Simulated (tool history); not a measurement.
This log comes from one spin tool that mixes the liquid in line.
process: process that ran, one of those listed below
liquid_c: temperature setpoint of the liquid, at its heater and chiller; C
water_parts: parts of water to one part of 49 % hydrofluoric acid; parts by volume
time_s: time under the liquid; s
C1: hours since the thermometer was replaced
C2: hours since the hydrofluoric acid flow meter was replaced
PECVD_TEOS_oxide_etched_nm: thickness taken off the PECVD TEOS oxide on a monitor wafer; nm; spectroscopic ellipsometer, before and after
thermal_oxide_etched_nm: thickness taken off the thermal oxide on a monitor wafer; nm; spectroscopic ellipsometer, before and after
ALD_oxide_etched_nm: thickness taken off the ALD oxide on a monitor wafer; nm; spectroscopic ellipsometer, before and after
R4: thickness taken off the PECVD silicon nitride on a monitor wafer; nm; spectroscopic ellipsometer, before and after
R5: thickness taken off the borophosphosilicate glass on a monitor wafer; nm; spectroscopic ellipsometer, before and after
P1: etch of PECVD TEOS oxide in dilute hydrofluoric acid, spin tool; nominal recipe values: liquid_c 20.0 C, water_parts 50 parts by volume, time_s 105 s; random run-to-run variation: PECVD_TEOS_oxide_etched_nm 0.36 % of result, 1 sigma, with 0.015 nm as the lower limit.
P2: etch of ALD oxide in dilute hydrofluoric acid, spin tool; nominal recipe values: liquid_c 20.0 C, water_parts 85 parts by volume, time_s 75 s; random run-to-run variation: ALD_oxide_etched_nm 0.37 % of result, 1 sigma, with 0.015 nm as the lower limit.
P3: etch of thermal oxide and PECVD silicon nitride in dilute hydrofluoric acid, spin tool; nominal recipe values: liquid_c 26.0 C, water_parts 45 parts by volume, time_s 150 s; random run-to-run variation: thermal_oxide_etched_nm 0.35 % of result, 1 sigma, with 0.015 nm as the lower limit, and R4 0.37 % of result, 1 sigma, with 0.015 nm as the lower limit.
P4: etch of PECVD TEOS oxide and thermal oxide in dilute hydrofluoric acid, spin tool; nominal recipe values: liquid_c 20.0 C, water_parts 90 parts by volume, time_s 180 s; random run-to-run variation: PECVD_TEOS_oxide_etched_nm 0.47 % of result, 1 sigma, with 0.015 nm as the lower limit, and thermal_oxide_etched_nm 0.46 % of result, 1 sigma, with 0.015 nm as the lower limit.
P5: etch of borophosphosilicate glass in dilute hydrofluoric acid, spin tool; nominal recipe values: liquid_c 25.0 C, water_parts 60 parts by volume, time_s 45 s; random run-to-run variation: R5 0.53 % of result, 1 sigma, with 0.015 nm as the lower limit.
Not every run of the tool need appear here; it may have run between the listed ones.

{"run": 1, "day": 0.258, "process": "P1", "liquid_c": 20.0, "water_parts": 50, "time_s": 105, "C1": 224.2, "C2": 702.6, "PECVD_TEOS_oxide_etched_nm": 23.293}
{"run": 2, "day": 0.621, "process": "P1", "liquid_c": 20.0, "water_parts": 50, "time_s": 160, "C1": 232.9, "C2": 711.3, "PECVD_TEOS_oxide_etched_nm": 35.567}
{"run": 3, "day": 0.883, "process": "P4", "liquid_c": 20.0, "water_parts": 90, "time_s": 180, "C1": 239.2, "C2": 717.6, "PECVD_TEOS_oxide_etched_nm": 21.044, "thermal_oxide_etched_nm": 8.23}
{"run": 4, "day": 1.133, "process": "P2", "liquid_c": 20.0, "water_parts": 85, "time_s": 125, "C1": 245.2, "C2": 723.6, "ALD_oxide_etched_nm": 19.568}
{"run": 5, "day": 1.508, "process": "P4", "liquid_c": 17.0, "water_parts": 90, "time_s": 180, "C1": 254.2, "C2": 732.6, "PECVD_TEOS_oxide_etched_nm": 18.531, "thermal_oxide_etched_nm": 7.2314}
{"run": 6, "day": 1.746, "process": "P3", "liquid_c": 26.0, "water_parts": 45, "time_s": 295, "C1": 259.9, "C2": 738.3, "thermal_oxide_etched_nm": 35.268, "R4": 28.741}
{"run": 7, "day": 2.142, "process": "P2", "liquid_c": 20.0, "water_parts": 55, "time_s": 75, "C1": 269.4, "C2": 747.8, "ALD_oxide_etched_nm": 18.753}
{"run": 8, "day": 2.362, "process": "P4", "liquid_c": 20.0, "water_parts": 90, "time_s": 310, "C1": 274.7, "C2": 753.1, "PECVD_TEOS_oxide_etched_nm": 36.276, "thermal_oxide_etched_nm": 13.957}
{"day": 2.704, "done": "hydrofluoric acid flow meter replaced"}
{"run": 9, "day": 2.725, "process": "P1", "liquid_c": 25.5, "water_parts": 75, "time_s": 105, "C1": 283.4, "C2": 0.6, "PECVD_TEOS_oxide_etched_nm": 18.776}
{"run": 10, "day": 3.129, "process": "P1", "liquid_c": 20.0, "water_parts": 50, "time_s": 105, "C1": 293.1, "C2": 10.3, "PECVD_TEOS_oxide_etched_nm": 23.3}
{"run": 11, "day": 3.55, "process": "P1", "liquid_c": 20.0, "water_parts": 50, "time_s": 105, "C1": 303.2, "C2": 20.4, "PECVD_TEOS_oxide_etched_nm": 23.203}
{"run": 12, "day": 3.983, "process": "P1", "liquid_c": 20.0, "water_parts": 50, "time_s": 105, "C1": 313.6, "C2": 30.8, "PECVD_TEOS_oxide_etched_nm": 23.192}
{"run": 13, "day": 4.279, "process": "P2", "liquid_c": 20.0, "water_parts": 85, "time_s": 75, "C1": 320.7, "C2": 37.9, "ALD_oxide_etched_nm": 11.71}
{"run": 14, "day": 4.592, "process": "P1", "liquid_c": 25.5, "water_parts": 50, "time_s": 105, "C1": 328.2, "C2": 45.4, "PECVD_TEOS_oxide_etched_nm": 29.309}
{"run": 15, "day": 4.792, "process": "P5", "liquid_c": 25.0, "water_parts": 100, "time_s": 45, "C1": 333.0, "C2": 50.2, "R5": 21.869}
{"run": 16, "day": 5.175, "process": "P5", "liquid_c": 25.0, "water_parts": 60, "time_s": 45, "C1": 342.2, "C2": 59.4, "R5": 38.187}
{"run": 17, "day": 5.404, "process": "P1", "liquid_c": 20.0, "water_parts": 50, "time_s": 25, "C1": 347.7, "C2": 64.9, "PECVD_TEOS_oxide_etched_nm": 5.5694}
{"run": 18, "day": 5.721, "process": "P5", "liquid_c": 25.0, "water_parts": 60, "time_s": 15, "C1": 355.3, "C2": 72.5, "R5": 12.693}
{"run": 19, "day": 6.075, "process": "P3", "liquid_c": 26.0, "water_parts": 20, "time_s": 150, "C1": 363.8, "C2": 81.0, "thermal_oxide_etched_nm": 41.848, "R4": 32.125}
{"run": 20, "day": 6.283, "process": "P3", "liquid_c": 26.0, "water_parts": 45, "time_s": 150, "C1": 368.8, "C2": 86.0, "thermal_oxide_etched_nm": 17.933, "R4": 14.617}
{"run": 21, "day": 6.567, "process": "P2", "liquid_c": 28.0, "water_parts": 85, "time_s": 75, "C1": 375.6, "C2": 92.8, "ALD_oxide_etched_nm": 16.255}
{"run": 22, "day": 6.954, "process": "P1", "liquid_c": 20.0, "water_parts": 85, "time_s": 105, "C1": 384.9, "C2": 102.1, "PECVD_TEOS_oxide_etched_nm": 13.149}
{"run": 23, "day": 7.379, "process": "P5", "liquid_c": 33.0, "water_parts": 60, "time_s": 45, "C1": 395.1, "C2": 112.3, "R5": 52.465}
{"run": 24, "day": 7.579, "process": "P1", "liquid_c": 20.0, "water_parts": 20, "time_s": 105, "C1": 399.9, "C2": 117.1, "PECVD_TEOS_oxide_etched_nm": 60.4}
{"run": 25, "day": 7.9, "process": "P1", "liquid_c": 20.0, "water_parts": 50, "time_s": 105, "C1": 407.6, "C2": 124.8, "PECVD_TEOS_oxide_etched_nm": 23.456}
{"run": 26, "day": 8.133, "process": "P4", "liquid_c": 20.0, "water_parts": 90, "time_s": 180, "C1": 413.2, "C2": 130.4, "PECVD_TEOS_oxide_etched_nm": 21.028, "thermal_oxide_etched_nm": 8.1563}
{"run": 27, "day": 8.396, "process": "P1", "liquid_c": 20.0, "water_parts": 50, "time_s": 105, "C1": 419.5, "C2": 136.7, "PECVD_TEOS_oxide_etched_nm": 23.233}
{"run": 28, "day": 8.754, "process": "P1", "liquid_c": 27.0, "water_parts": 50, "time_s": 55, "C1": 428.1, "C2": 145.3, "PECVD_TEOS_oxide_etched_nm": 16.267}
{"run": 29, "day": 9.108, "process": "P1", "liquid_c": 17.0, "water_parts": 50, "time_s": 105, "C1": 436.6, "C2": 153.8, "PECVD_TEOS_oxide_etched_nm": 20.521}
{"run": 30, "day": 9.446, "process": "P4", "liquid_c": 20.0, "water_parts": 165, "time_s": 180, "C1": 444.7, "C2": 161.9, "PECVD_TEOS_oxide_etched_nm": 10.601, "thermal_oxide_etched_nm": 4.122}
{"run": 31, "day": 9.692, "process": "P3", "liquid_c": 31.0, "water_parts": 45, "time_s": 150, "C1": 450.6, "C2": 167.8, "thermal_oxide_etched_nm": 22.023, "R4": 20.216}
{"run": 32, "day": 9.921, "process": "P1", "liquid_c": 20.0, "water_parts": 50, "time_s": 105, "C1": 456.1, "C2": 173.3, "PECVD_TEOS_oxide_etched_nm": 23.168}
{"run": 33, "day": 10.225, "process": "P1", "liquid_c": 20.0, "water_parts": 50, "time_s": 105, "C1": 463.4, "C2": 180.6, "PECVD_TEOS_oxide_etched_nm": 22.745}
{"run": 34, "day": 10.608, "process": "P1", "liquid_c": 20.0, "water_parts": 50, "time_s": 105, "C1": 472.6, "C2": 189.8, "PECVD_TEOS_oxide_etched_nm": 22.191}

The next listed run, before its measurement:
{"run": 35, "day": 10.938, "process": "P1", "liquid_c": 20.0, "water_parts": 50, "time_s": 105, "C1": 480.5, "C2": 197.7, "PECVD_TEOS_oxide_etched_nm": "?"}

Run 35 produced PECVD_TEOS_oxide_etched_nm 22.0070 nm.
